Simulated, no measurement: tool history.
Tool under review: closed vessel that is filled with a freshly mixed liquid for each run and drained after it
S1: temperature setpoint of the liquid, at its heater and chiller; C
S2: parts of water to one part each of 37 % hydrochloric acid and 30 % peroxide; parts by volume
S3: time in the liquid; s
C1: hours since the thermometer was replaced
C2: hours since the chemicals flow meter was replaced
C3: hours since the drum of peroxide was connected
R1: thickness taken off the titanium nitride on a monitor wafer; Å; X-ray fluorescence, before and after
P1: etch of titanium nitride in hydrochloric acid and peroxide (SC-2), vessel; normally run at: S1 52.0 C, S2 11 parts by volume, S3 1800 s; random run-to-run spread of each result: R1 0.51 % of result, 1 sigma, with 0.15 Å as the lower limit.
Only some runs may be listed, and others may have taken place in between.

run,hour,S1,S2,S3,C1,C2,C3,R1
1,9.0,52.0,11,1800,920.1,997.7,534.9,498.920
2,15.4,66.0,11,1800,926.5,1004.1,541.3,1211.500
3,20.1,36.5,11,2520,931.2,1008.8,546.0,237.130
4,26.1,52.0,11,1800,937.2,1014.8,552.0,497.810
# hour 29.9: new drum of peroxide connected
5,34.6,36.0,11,1800,945.7,1023.3,4.8,166.130
6,43.8,52.0,11,50,954.9,1032.5,14.0,13.794
7,53.0,52.0,11,1800,964.1,1041.7,23.2,493.780
8,61.2,52.0,20,1800,972.3,1049.9,31.4,293.230
9,68.4,52.0,4,1800,979.5,1057.1,38.6,1074.300
10,74.2,52.0,11,1800,985.3,1062.9,44.4,494.680
11,80.7,52.0,11,3495,991.8,1069.4,50.9,964.010
12,89.8,52.0,11,1800,1000.9,1078.5,60.0,492.280
13,96.1,52.0,11,1800,1007.2,1084.8,66.3,500.310
14,103.1,52.0,19,720,1014.2,1091.8,73.3,124.170
15,111.2,52.0,11,1800,1022.3,1099.9,81.4,496.600
16,119.8,52.0,11,1800,1030.9,1108.5,90.0,470.440
17,128.6,52.0,11,1800,1039.7,1117.3,98.8,466.960
# hour 131.5: new drum of peroxide connected
18,134.3,52.0,11,1800,1045.4,1123.0,2.9,456.700
19,139.0,52.0,11,1800,1050.1,1127.7,7.6,458.680
20,143.6,52.0,11,1800,1054.7,1132.3,12.2,460.720
21,149.1,52.0,11,1800,1060.2,1137.8,17.7,458.130

P1 no longer gives what it gave before; its output has crept away from where it was. The following 2 causes, each at its listed size, fit the log equally well:
A: chemicals flow below the setpoint (%) = 8.76
B: liquid colder than its thermometer reads (K) = 1.19
At approximately hour 111.2, the process output began to creep.
Why every other cause is out:
peroxide weaker than its label (%): serviced after onset, at hour 131.5, with no recovery of the prior output

Consider the 4 check runs below, whose results appear as question marks and each of which averages 5 wafers. Which one distinguishes the causes, in that each cause would give it a clearly different result?
check 1,154.6,63.5,6.0,1800,,,,?
check 2,154.6,52.0,17.5,3465,,,,?
check 3,154.6,52.0,19.5,2455,,,,?
check 4,154.6,37.0,5.0,1800,,,,?

Expected result of each check under each candidate cause:
check,result,if A,if B
check 1,R1,1567.100,1561.100
check 2,R1,587.750,590.090
check 3,R1,377.370,379.200
check 4,R1,306.910,300.790
Smallest distance between any two causes, each pair judged by its most separating result, in per cent: check 1 0.38 %; check 2 0.4 %; check 3 0.48 %; check 4 2.01 %
Of the check runs offered, only check 4 discriminates between the causes; the rest would read about the same regardless of which cause applies.

After running check 4, the following was obtained: R1 301.000 Å. Which cause does this point to?

It is B: liquid colder than its thermometer reads (K).

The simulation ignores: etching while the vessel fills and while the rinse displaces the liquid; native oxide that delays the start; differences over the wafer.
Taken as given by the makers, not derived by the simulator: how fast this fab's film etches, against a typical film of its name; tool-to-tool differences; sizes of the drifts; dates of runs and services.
